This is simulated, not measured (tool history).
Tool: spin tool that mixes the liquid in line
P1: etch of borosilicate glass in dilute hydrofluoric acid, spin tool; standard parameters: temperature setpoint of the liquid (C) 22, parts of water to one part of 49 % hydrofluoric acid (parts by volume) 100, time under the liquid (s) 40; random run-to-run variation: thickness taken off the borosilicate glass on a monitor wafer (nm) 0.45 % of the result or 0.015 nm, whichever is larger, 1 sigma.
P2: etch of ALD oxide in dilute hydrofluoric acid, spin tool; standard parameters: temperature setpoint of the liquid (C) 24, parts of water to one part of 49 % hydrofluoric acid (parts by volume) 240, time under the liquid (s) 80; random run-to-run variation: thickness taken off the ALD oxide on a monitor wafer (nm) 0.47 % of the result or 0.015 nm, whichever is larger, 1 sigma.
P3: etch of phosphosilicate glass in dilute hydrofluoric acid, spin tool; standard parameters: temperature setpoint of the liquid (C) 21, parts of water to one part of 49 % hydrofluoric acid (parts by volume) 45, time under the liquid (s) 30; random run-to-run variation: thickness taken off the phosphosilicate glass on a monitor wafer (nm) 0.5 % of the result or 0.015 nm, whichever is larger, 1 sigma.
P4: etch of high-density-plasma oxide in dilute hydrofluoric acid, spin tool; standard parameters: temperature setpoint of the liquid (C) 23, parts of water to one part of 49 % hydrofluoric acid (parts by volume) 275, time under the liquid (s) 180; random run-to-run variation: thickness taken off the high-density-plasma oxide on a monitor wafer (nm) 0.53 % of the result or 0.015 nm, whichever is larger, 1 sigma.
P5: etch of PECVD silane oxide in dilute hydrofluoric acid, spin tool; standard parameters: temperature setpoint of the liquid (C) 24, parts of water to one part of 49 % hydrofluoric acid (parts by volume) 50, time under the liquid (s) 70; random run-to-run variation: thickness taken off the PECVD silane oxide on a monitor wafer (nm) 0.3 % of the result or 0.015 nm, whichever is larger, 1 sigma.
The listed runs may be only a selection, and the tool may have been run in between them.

run   hour  process that ran  temperature setpoint of the liquid (C)  parts of water to one part of 49 % hydrofluoric acid (parts by volume)  time under the liquid (s)  hours since the thermometer was replaced  hours since the hydrofluoric acid flow meter was replaced  thickness taken off the borosilicate glass on a monitor wafer (nm)  thickness taken off the phosphosilicate glass on a monitor wafer (nm)  thickness taken off the PECVD silane oxide on a monitor wafer (nm)  thickness taken off the high-density-plasma oxide on a monitor wafer (nm)  thickness taken off the ALD oxide on a monitor wafer (nm)
  1   12.4                P1                                      22                                                                     100                         40                                    1152.7                                                      375.8                                                              7.3903
  2   26.3                P1                                      22                                                                     100                         40                                    1166.6                                                      389.7                                                              7.4627
  3   41.9                P3                                      21                                                                      20                         30                                    1182.2                                                      405.3                                                                                                                                     144.46
  4   50.4                P3                                      21                                                                      45                         30                                    1190.7                                                      413.8                                                                                                                                     61.954
  5   58.8                P1                                      22                                                                     100                         15                                    1199.1                                                      422.2                                                              2.7663
  6   68.1                P1                                      22                                                                     100                         40                                    1208.4                                                      431.5                                                              7.5014
  7   76.1                P1                                      22                                                                     100                         40                                    1216.4                                                      439.5                                                              7.4485
  8   89.5                P5                                      24                                                                      75                         70                                    1229.8                                                      452.9                                                                                                                                                                                                         23.779
  9  101.3                P4                                      23                                                                     275                        180                                    1241.6                                                      464.7                                                                                                                                                                                                                                                                                    4.5991
 10  115.8                P1                                      22                                                                     100                         40                                    1256.1                                                      479.2                                                               7.454
 11  125.8                P1                                      22                                                                     155                         40                                    1266.1                                                      489.2                                                              4.5702
 12  135.3                P4                                    31.5                                                                     275                        180                                    1275.6                                                      498.7                                                                                                                                                                                                                                                                                    6.0298
 13  150.9                P2                                      24                                                                     240                         80                                    1291.2                                                      514.3                                                                                                                                                                                                                                                                                                                                               4.4613
 14  164.1                P1                                      22                                                                     100                         40                                    1304.4                                                      527.5                                                              7.4211
 15  172.4                P1                                      22                                                                      45                         40                                    1312.7                                                      535.8                                                              17.724
 16  181.9                P5                                    31.5                                                                      50                         70                                    1322.2                                                      545.3                                                                                                                                                                                                         49.695
 17  197.3                P3                                      29                                                                      45                         30                                    1337.6                                                      560.7                                                                                                                                     85.337
 18    209                P4                                      23                                                                     495                        180                                    1349.3                                                      572.4                                                                                                                                                                                                                                                                                    2.0656
 19  217.2                P2                                      24                                                                     240                         15                                    1357.5                                                      580.6                                                                                                                                                                                                                                                                                                                                              0.83427
 20  232.8                P4                                      23                                                                     275                        355                                    1373.1                                                      596.2                                                                                                                                                                                                                                                                                    9.0116
 21    247                P1                                    26.5                                                                     100                         40                                    1387.3                                                      610.4                                                              8.9544
 22  256.6                P5                                      24                                                                      50                        135                                    1396.9                                                        620                                                                                                                                                                                                         70.833
 23    264                P1                                      22                                                                      25                         15                                    1404.3                                                      627.4                                                              12.243
 24  272.5                P3                                      21                                                                      45                         15                                    1412.8                                                      635.9                                                                                                                                     31.062
 25  282.4                P1                                      17                                                                     100                         40                                    1422.7                                                      645.8                                                              6.1199
 26  295.8                P5                                      24                                                                      50                         70                                    1436.1                                                      659.2                                                                                                                                                                                                         36.951
 27  309.6                P2                                      24                                                                      50                         80                                    1449.9                                                        673                                                                                                                                                                                                                                                                                                                                               26.515
 28    318                P1                                      17                                                                     140                         40                                    1458.3                                                      681.4                                                              4.1288
 29  328.1                P1                                      22                                                                     100                         40                                    1468.4                                                      691.5                                                              7.5049
 30    340                P2                                      19                                                                     240                         80                                    1480.3                                                      703.4                                                                                                                                                                                                                                                                                                                                               3.7106
 31  347.7                P4                                      23                                                                     275                        180                                      1488                                                      711.1                                                                                                                                                                                                                                                                                    4.5942
 32  356.1                P1                                      22                                                                     100                         80                                    1496.4                                                      719.5                                                              14.948
 33  369.6                P1                                      22                                                                     100                         40                                    1509.9                                                        733                                                              7.3958
 34    384                P1                                      22                                                                     100                         40                                    1524.3                                                      747.4                                                              7.7309
 35  391.1                P1                                      22                                                                     100                         40                                    1531.4                                                      754.5                                                              7.8243
 36  398.7                P1                                      22                                                                     100                         40                                      1539                                                      762.1                                                              7.9013
 37  409.5                P1                                      22                                                                     100                         40                                    1549.8                                                      772.9                                                              7.9967
 38  418.2                P1                                      22                                                                     100                         40                                    1558.5                                                      781.6                                                               8.081
 39  429.8                P1                                      22                                                                     100                         40                                    1570.1                                                      793.2                                                              8.1521
 40    437                P1                                      22                                                                     100                         40                                    1577.3                                                      800.4                                                              8.1227
 41  446.1                P1                                      22                                                                     100                         40                                    1586.4                                                      809.5                                                              8.1476
 42  455.8                P1                                      22                                                                     100                         40                                    1596.1                                                      819.2                                                              8.1466
 43  467.8                P1                                      22                                                                     100                         40                                    1608.1                                                      831.2                                                              8.1093
 44  477.7                P1                                      22                                                                     100                         40                                      1618                                                      841.1                                                              8.1533

P1 no longer gives what it gave before; its output has crept away from where it was. The following 2 causes, each at its listed size, fit the log equally well:
A: hydrofluoric acid flow above the setpoint (%) = 8.15
B: liquid hotter than its thermometer reads (K) = 2.19
Onset of the creep was near hour 369.6.

Which of the 4 check runs listed below, each an average over 2 wafers with its results shown as question marks, gives clearly different results under the different listed causes?
check 1  487.6                P3                                      29                                                                      25                         30                                                                                                                                                                                                                                               ?
check 2  487.6                P2                                      20                                                                      85                         80                                                                                                                                                                                                                                                                                                                                                                                                                                                         ?
check 3  487.6                P5                                      27                                                                      50                        120                                                                                                                                                                                                                                                                                                                   ?
check 4  487.6                P4                                    30.5                                                                     275                        345                                                                                                                                                                                                                                                                                                                                                                                              ?

If the cause were each of the candidates in turn, the checks would give the following:
  check                                                                     result    if A    if B
check 1      thickness taken off the phosphosilicate glass on a monitor wafer (nm)  173.24  174.45
check 2                  thickness taken off the ALD oxide on a monitor wafer (nm)  13.878  13.937
check 3         thickness taken off the PECVD silane oxide on a monitor wafer (nm)  77.467  77.735
check 4  thickness taken off the high-density-plasma oxide on a monitor wafer (nm)  12.539  12.145
Minimum pairwise separation of causes per check, each pair taken at its best-separating result: check 1 0.7 %; check 2 0.42 %; check 3 0.35 %; check 4 3.19 %
The other checks would show nearly matching results whichever cause is true, so check 4 is the only one that separates the causes.

Then check 4 was run and gave: thickness taken off the high-density-plasma oxide on a monitor wafer (nm) 12.124. Which cause is it?

The cause is B: liquid hotter than its thermometer reads (K).
